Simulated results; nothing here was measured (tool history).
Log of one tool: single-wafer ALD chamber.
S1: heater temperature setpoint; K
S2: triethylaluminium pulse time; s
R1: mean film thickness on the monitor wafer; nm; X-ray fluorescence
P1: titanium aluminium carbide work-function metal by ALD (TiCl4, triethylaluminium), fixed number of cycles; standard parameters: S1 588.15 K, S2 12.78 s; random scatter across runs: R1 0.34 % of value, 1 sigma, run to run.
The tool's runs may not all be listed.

run  hour      S1     S2      R1
  1   7.3  588.15  12.78  2.1875
  2  13.6  588.15  12.78  2.1787
  3  22.2  578.15   8.32   2.008
  4    31  588.15  12.78  2.1797
  5  38.7  588.15  12.78  2.1803
  6  45.5  588.15  12.78  2.1822
  7  53.7  609.15  12.78  2.3644
  8  59.7  588.15  12.78  2.1794
  9  66.2  588.15  12.78  2.1902
 10  73.9  588.15  17.04  2.1958
 11  81.9  588.15    4.2  1.6922
 12  87.9  575.15  12.78  2.0591
 13    94  588.15  12.78  2.1793
 14  98.7  588.15  12.78   2.177

Run 15 comes next. What will it give?
 15   108  588.15  12.78   ?

{"run 15": {"R1": 2.159}}
